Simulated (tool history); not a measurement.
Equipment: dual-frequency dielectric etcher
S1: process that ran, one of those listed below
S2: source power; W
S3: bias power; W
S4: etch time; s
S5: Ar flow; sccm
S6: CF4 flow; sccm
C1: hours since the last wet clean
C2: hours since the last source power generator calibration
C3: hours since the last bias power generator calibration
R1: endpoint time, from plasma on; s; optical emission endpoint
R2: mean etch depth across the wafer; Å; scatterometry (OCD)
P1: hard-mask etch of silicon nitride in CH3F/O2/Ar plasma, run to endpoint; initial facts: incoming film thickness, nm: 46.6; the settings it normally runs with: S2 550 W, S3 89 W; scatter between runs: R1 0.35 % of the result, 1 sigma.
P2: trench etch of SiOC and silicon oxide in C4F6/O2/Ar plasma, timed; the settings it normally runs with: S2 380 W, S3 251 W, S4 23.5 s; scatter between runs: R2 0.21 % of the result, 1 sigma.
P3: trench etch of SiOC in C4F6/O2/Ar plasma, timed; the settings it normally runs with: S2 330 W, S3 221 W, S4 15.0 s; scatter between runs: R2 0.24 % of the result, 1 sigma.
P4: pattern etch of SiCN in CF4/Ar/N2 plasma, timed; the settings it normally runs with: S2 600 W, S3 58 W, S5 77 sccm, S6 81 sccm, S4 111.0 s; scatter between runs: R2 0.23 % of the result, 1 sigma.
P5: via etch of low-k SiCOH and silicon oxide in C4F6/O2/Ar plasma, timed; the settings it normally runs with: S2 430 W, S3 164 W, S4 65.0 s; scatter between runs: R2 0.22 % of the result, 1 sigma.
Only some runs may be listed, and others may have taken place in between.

{"run": 1, "hour": 10.3, "S1": "P1", "S2": 550, "S3": 89, "C1": 108.3, "C2": 1219.2, "C3": 2570.8, "R1": 54.775}
{"run": 2, "hour": 27.7, "S1": "P5", "S2": 430, "S3": 164, "S4": 97.5, "C1": 125.7, "C2": 1236.6, "C3": 2588.2, "R2": 2731.0}
{"run": 3, "hour": 40.7, "S1": "P2", "S2": 250, "S3": 251, "S4": 23.5, "C1": 138.7, "C2": 1249.6, "C3": 2601.2, "R2": 423.84}
{"run": 4, "hour": 57.0, "S1": "P5", "S2": 430, "S3": 164, "S4": 65.0, "C1": 155.0, "C2": 1265.9, "C3": 2617.5, "R2": 1813.0}
{"run": 5, "hour": 73.3, "S1": "P4", "S2": 600, "S3": 58, "S4": 111.0, "S5": 77, "S6": 81, "C1": 171.3, "C2": 1282.2, "C3": 2633.8, "R2": 1232.8}
{"run": 6, "hour": 89.3, "S1": "P1", "S2": 320, "S3": 89, "C1": 187.3, "C2": 1298.2, "C3": 2649.8, "R1": 66.6}
{"run": 7, "hour": 103.1, "S1": "P3", "S2": 330, "S3": 306, "S4": 15.0, "C1": 201.1, "C2": 1312.0, "C3": 2663.6, "R2": 337.26}
{"run": 8, "hour": 118.6, "S1": "P1", "S2": 550, "S3": 118, "C1": 216.6, "C2": 1327.5, "C3": 2679.1, "R1": 49.358}
{"run": 9, "hour": 134.5, "S1": "P1", "S2": 710, "S3": 118, "C1": 232.5, "C2": 1343.4, "C3": 2695.0, "R1": 44.785}
{"run": 10, "hour": 145.5, "S1": "P4", "S2": 600, "S3": 58, "S4": 111.0, "S5": 106, "S6": 81, "C1": 243.5, "C2": 1354.4, "C3": 2706.0, "R2": 1169.9}
{"run": 11, "hour": 162.7, "S1": "P2", "S2": 380, "S3": 251, "S4": 23.5, "C1": 260.7, "C2": 1371.6, "C3": 2723.2, "R2": 495.89}
{"run": 12, "hour": 170.4, "S1": "P1", "S2": 550, "S3": 89, "C1": 268.4, "C2": 1379.3, "C3": 2730.9, "R1": 54.853}
{"run": 13, "hour": 181.4, "S1": "P1", "S2": 550, "S3": 89, "C1": 279.4, "C2": 1390.3, "C3": 2741.9, "R1": 54.98}
{"run": 14, "hour": 195.5, "S1": "P1", "S2": 550, "S3": 89, "C1": 293.5, "C2": 1404.4, "C3": 2756.0, "R1": 55.185}
{"run": 15, "hour": 206.0, "S1": "P5", "S2": 430, "S3": 164, "S4": 65.0, "C1": 304.0, "C2": 1414.9, "C3": 2766.5, "R2": 1825.4}
{"run": 16, "hour": 217.4, "S1": "P4", "S2": 600, "S3": 47, "S4": 111.0, "S5": 77, "S6": 81, "C1": 315.4, "C2": 1426.3, "C3": 2777.9, "R2": 1151.5}
{"run": 17, "hour": 229.6, "S1": "P3", "S2": 330, "S3": 221, "S4": 15.0, "C1": 327.6, "C2": 1438.5, "C3": 2790.1, "R2": 300.86}
{"run": 18, "hour": 238.4, "S1": "P1", "S2": 550, "S3": 71, "C1": 336.4, "C2": 1447.3, "C3": 2798.9, "R1": 59.033}
{"run": 19, "hour": 251.8, "S1": "P1", "S2": 420, "S3": 55, "C1": 349.8, "C2": 1460.7, "C3": 2812.3, "R1": 72.014}
{"hour": 262.9, "done": "wet clean of the chamber"}
{"run": 20, "hour": 265.6, "S1": "P2", "S2": 380, "S3": 173, "S4": 23.5, "C1": 2.8, "C2": 1474.5, "C3": 2826.1, "R2": 439.71}
{"run": 21, "hour": 273.7, "S1": "P4", "S2": 600, "S3": 58, "S4": 111.0, "S5": 77, "S6": 99, "C1": 10.9, "C2": 1482.6, "C3": 2834.2, "R2": 1260.9}
{"run": 22, "hour": 283.5, "S1": "P1", "S2": 550, "S3": 89, "C1": 20.7, "C2": 1492.4, "C3": 2844.0, "R1": 54.973}
{"run": 23, "hour": 298.0, "S1": "P3", "S2": 330, "S3": 221, "S4": 15.0, "C1": 35.2, "C2": 1506.9, "C3": 2858.5, "R2": 300.23}
{"run": 24, "hour": 309.7, "S1": "P1", "S2": 550, "S3": 89, "C1": 46.9, "C2": 1518.6, "C3": 2870.2, "R1": 54.569}
{"run": 25, "hour": 323.6, "S1": "P1", "S2": 550, "S3": 89, "C1": 60.8, "C2": 1532.5, "C3": 2884.1, "R1": 54.705}
{"run": 26, "hour": 338.8, "S1": "P2", "S2": 380, "S3": 251, "S4": 23.5, "C1": 76.0, "C2": 1547.7, "C3": 2899.3, "R2": 496.04}
{"run": 27, "hour": 352.0, "S1": "P4", "S2": 370, "S3": 58, "S4": 111.0, "S5": 77, "S6": 81, "C1": 89.2, "C2": 1560.9, "C3": 2912.5, "R2": 796.83}
{"run": 28, "hour": 362.4, "S1": "P1", "S2": 450, "S3": 68, "C1": 99.6, "C2": 1571.3, "C3": 2922.9, "R1": 64.765}
{"run": 29, "hour": 379.7, "S1": "P2", "S2": 380, "S3": 251, "S4": 13.0, "C1": 116.9, "C2": 1588.6, "C3": 2940.2, "R2": 275.2}
{"run": 30, "hour": 392.4, "S1": "P1", "S2": 690, "S3": 89, "C1": 129.6, "C2": 1601.3, "C3": 2952.9, "R1": 50.271}
{"run": 31, "hour": 408.2, "S1": "P4", "S2": 600, "S3": 58, "S4": 163.0, "S5": 77, "S6": 81, "C1": 145.4, "C2": 1617.1, "C3": 2968.7, "R2": 1804.0}
{"run": 32, "hour": 417.2, "S1": "P5", "S2": 340, "S3": 164, "S4": 65.0, "C1": 154.4, "C2": 1626.1, "C3": 2977.7, "R2": 1659.0}

For run 33, what comes out?
{"run": 33, "hour": 431.0, "S1": "P5", "S2": 430, "S3": 215, "S4": 65.0, "C1": 168.2, "C2": 1639.9, "C3": 2991.5, "R2": "?"}

For run 33 the tool returned R2 1990.00 Å.

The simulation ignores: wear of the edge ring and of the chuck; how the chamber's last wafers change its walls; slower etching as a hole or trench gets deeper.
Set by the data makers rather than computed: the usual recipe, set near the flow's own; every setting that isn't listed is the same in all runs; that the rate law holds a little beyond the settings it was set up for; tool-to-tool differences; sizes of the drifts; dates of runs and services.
